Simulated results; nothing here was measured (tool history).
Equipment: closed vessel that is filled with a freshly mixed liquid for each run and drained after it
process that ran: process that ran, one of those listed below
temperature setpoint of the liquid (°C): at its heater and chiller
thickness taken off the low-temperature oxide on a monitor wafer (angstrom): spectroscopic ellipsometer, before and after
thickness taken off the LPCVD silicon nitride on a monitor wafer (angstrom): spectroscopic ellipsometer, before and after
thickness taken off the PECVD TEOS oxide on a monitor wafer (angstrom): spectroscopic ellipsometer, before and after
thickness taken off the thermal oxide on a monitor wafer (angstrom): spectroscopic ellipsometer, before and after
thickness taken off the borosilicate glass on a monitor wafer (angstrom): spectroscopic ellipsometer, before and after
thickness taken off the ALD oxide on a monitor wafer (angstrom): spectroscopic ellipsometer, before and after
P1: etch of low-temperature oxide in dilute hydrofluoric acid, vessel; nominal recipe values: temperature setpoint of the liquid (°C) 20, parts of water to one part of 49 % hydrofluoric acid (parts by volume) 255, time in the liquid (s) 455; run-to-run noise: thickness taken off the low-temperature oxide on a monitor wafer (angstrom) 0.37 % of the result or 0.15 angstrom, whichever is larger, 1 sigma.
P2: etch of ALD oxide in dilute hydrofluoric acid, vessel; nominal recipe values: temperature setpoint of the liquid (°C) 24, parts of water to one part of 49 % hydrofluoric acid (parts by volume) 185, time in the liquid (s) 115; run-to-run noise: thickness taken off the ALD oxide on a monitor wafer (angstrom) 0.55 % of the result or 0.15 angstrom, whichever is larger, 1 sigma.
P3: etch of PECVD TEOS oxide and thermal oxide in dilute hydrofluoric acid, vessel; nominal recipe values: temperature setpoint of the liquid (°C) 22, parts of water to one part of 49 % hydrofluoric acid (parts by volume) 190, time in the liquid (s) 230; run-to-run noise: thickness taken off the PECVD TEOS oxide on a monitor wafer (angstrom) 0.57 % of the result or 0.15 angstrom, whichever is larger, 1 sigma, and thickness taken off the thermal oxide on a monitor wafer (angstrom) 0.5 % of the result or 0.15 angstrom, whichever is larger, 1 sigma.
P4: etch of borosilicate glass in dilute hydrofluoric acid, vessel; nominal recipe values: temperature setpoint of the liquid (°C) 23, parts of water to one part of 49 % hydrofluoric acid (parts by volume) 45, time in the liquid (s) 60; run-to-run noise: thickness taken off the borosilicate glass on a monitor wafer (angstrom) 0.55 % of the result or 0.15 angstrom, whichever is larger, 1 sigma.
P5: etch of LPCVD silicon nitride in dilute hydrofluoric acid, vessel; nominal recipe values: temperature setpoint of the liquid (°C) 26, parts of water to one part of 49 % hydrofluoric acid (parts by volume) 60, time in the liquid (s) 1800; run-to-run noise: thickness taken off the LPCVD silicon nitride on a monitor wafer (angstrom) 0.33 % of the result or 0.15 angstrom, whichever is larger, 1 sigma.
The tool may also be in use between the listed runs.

run	hour	process that ran	temperature setpoint of the liquid (°C)	parts of water to one part of 49 % hydrofluoric acid (parts by volume)	time in the liquid (s)	hours since the thermometer was replaced	hours since the hydrofluoric acid flow meter was replaced	thickness taken off the low-temperature oxide on a monitor wafer (angstrom)	thickness taken off the LPCVD silicon nitride on a monitor wafer (angstrom)	thickness taken off the PECVD TEOS oxide on a monitor wafer (angstrom)	thickness taken off the thermal oxide on a monitor wafer (angstrom)	thickness taken off the borosilicate glass on a monitor wafer (angstrom)	thickness taken off the ALD oxide on a monitor wafer (angstrom)
1	7.6	P1	20	255	455	420.3	83.3	139.27					
2	15.8	P1	20	255	855	428.5	91.5	262.74					
3	20.4	P5	19.5	60	1800	433.1	96.1		115.26				
4	28.4	P1	17	255	455	441.1	104.1	123.89					
5	37	P5	26	20	1800	449.7	112.7		518.03				
6	41.8	P1	20	255	455	454.5	117.5	139.1					
7	47.7	P5	26	60	1800	460.4	123.4		176.84				
8	52.8	P1	24.5	255	455	465.5	128.5	164.56					
9	58.3	P3	30	190	230	471	134			278.31	62.821		
10	62.4	P4	23	45	60	475.1	138.1					436.92	
11	68	P2	24	75	115	480.7	143.7						186.48
12	73.8	P5	26	60	2705	486.5	149.5		266.28				
13	80.1	P3	22	190	230	492.8	155.8			207.75	47.163		
14	89.3	P2	24	185	115	502	165						66.469
15	98.6	P5	26	60	1800	511.3	174.3		177.59				
16	106.7	P1	20	255	455	519.4	182.4	139.45					
17	112.8	P1	20	355	220	525.5	188.5	44.3					
18	121.9	P3	22	45	230	534.6	197.6			1047.3	235.3		
19	130.1	P1	20	125	455	542.8	205.8	322.8					
20	138	P1	20	255	455	550.7	213.7	139.15					
21	145.1	P3	22	190	30	557.8	220.8			27.477	6.4556		
22	149.9	P1	20	255	455	562.6	225.6	138.68					
23	157.1	P1	20	255	80	569.8	232.8	24.665					

Predict the results of run 24:
24	165.1	P1	20	445	455	577.8	240.8	?					

Run 24 came out at thickness taken off the low-temperature oxide on a monitor wafer (angstrom) 67.929.

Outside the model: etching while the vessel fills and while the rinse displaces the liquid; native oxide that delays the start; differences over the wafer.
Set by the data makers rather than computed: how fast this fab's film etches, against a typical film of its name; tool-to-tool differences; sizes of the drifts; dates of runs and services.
